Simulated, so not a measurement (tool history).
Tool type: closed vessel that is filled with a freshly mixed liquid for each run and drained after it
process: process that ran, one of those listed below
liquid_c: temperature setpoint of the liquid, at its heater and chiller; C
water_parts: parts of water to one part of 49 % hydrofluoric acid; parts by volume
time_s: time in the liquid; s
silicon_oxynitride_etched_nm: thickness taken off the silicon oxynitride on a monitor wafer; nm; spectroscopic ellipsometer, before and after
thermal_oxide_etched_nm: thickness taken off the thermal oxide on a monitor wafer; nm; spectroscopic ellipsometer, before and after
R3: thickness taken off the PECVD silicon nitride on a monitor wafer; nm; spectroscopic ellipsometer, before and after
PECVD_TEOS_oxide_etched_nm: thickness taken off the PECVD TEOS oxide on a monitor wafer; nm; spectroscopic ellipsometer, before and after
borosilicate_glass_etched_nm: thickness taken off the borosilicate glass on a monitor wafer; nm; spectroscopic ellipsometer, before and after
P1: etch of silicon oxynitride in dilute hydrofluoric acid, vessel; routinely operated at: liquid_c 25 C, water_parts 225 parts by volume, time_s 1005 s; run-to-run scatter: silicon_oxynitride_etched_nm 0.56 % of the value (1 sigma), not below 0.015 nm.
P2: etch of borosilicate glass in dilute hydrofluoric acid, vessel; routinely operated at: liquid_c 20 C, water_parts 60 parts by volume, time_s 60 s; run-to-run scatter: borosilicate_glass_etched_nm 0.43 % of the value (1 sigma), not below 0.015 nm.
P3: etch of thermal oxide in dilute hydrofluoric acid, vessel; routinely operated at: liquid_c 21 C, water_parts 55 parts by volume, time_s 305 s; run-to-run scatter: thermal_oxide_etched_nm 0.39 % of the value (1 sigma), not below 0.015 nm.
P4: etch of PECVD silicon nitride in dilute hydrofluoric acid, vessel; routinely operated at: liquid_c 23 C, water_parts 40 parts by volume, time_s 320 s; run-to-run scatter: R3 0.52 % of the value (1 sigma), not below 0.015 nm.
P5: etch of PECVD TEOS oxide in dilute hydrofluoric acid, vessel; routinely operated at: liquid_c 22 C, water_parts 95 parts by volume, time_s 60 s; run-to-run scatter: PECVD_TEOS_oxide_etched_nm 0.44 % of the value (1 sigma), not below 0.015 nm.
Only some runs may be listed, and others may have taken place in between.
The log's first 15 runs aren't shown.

Run 16, hour 140.4: process P1, liquid_c 20 C, water_parts 225 parts by volume, time_s 1005 s. Result: silicon_oxynitride_etched_nm 10.412 nm.
Run 17, hour 146.9: process P2, liquid_c 23.5 C, water_parts 60 parts by volume, time_s 60 s. Result: borosilicate_glass_etched_nm 26.303 nm.
Run 18, hour 153.5: process P1, liquid_c 25 C, water_parts 340 parts by volume, time_s 1005 s. Result: silicon_oxynitride_etched_nm 8.0284 nm.
Run 19, hour 161: process P5, liquid_c 25.5 C, water_parts 95 parts by volume, time_s 60 s. Result: PECVD_TEOS_oxide_etched_nm 13.655 nm.
Run 20, hour 168.7: process P2, liquid_c 20 C, water_parts 35 parts by volume, time_s 60 s. Result: borosilicate_glass_etched_nm 40.033 nm.
Run 21, hour 175.9: process P1, liquid_c 25 C, water_parts 110 parts by volume, time_s 50 s. Result: silicon_oxynitride_etched_nm 1.4897 nm.
Run 22, hour 186.4: process P2, liquid_c 20 C, water_parts 60 parts by volume, time_s 30 s. Result: borosilicate_glass_etched_nm 11.375 nm.
Run 23, hour 197.3: process P1, liquid_c 25 C, water_parts 40 parts by volume, time_s 1005 s. Result: silicon_oxynitride_etched_nm 85.586 nm.
Run 24, hour 202.8: process P3, liquid_c 21 C, water_parts 55 parts by volume, time_s 305 s. Result: thermal_oxide_etched_nm 23.483 nm.
Run 25, hour 210.2: process P4, liquid_c 23 C, water_parts 40 parts by volume, time_s 320 s. Result: R3 21.117 nm.
Run 26, hour 218: process P2, liquid_c 20 C, water_parts 60 parts by volume, time_s 60 s. Result: borosilicate_glass_etched_nm 22.714 nm.
Run 27, hour 224: process P5, liquid_c 22 C, water_parts 95 parts by volume, time_s 30 s. Result: PECVD_TEOS_oxide_etched_nm 5.9436 nm.
Run 28, hour 233: process P3, liquid_c 17 C, water_parts 55 parts by volume, time_s 305 s. Result: thermal_oxide_etched_nm 19.703 nm.
Run 29, hour 240.7: process P4, liquid_c 18 C, water_parts 40 parts by volume, time_s 320 s. Result: R3 15.03 nm.
Run 30, hour 252.4: process P1, liquid_c 25 C, water_parts 225 parts by volume, time_s 1005 s. Result: silicon_oxynitride_etched_nm 13.181 nm.
Run 31, hour 264.6: process P1, liquid_c 25 C, water_parts 225 parts by volume, time_s 1005 s. Result: silicon_oxynitride_etched_nm 13.131 nm.
Run 32, hour 274.2: process P1, liquid_c 25 C, water_parts 225 parts by volume, time_s 1005 s. Result: silicon_oxynitride_etched_nm 13.566 nm.
Run 33, hour 279.7: process P1, liquid_c 25 C, water_parts 225 parts by volume, time_s 1005 s. Result: silicon_oxynitride_etched_nm 13.725 nm.
Run 34, hour 288.1: process P1, liquid_c 25 C, water_parts 225 parts by volume, time_s 1005 s. Result: silicon_oxynitride_etched_nm 13.835 nm.
Run 35, hour 293.5: process P1, liquid_c 25 C, water_parts 225 parts by volume, time_s 1005 s. Result: silicon_oxynitride_etched_nm 14.078 nm.
Run 36, hour 298.9: process P1, liquid_c 25 C, water_parts 225 parts by volume, time_s 1005 s. Result: silicon_oxynitride_etched_nm 14.093 nm.
Run 37, hour 311.2: process P1, liquid_c 25 C, water_parts 225 parts by volume, time_s 1005 s. Result: silicon_oxynitride_etched_nm 14.224 nm.
Run 38, hour 321: process P1, liquid_c 25 C, water_parts 225 parts by volume, time_s 1005 s. Result: silicon_oxynitride_etched_nm 14.131 nm.

For run 39, what comes out?
Run 39, hour 326.5: process P1, liquid_c 25 C, water_parts 225 parts by volume, time_s 1005 s. Result: silicon_oxynitride_etched_nm ?.

{"run 39": {"silicon_oxynitride_etched_nm": 14.164}}
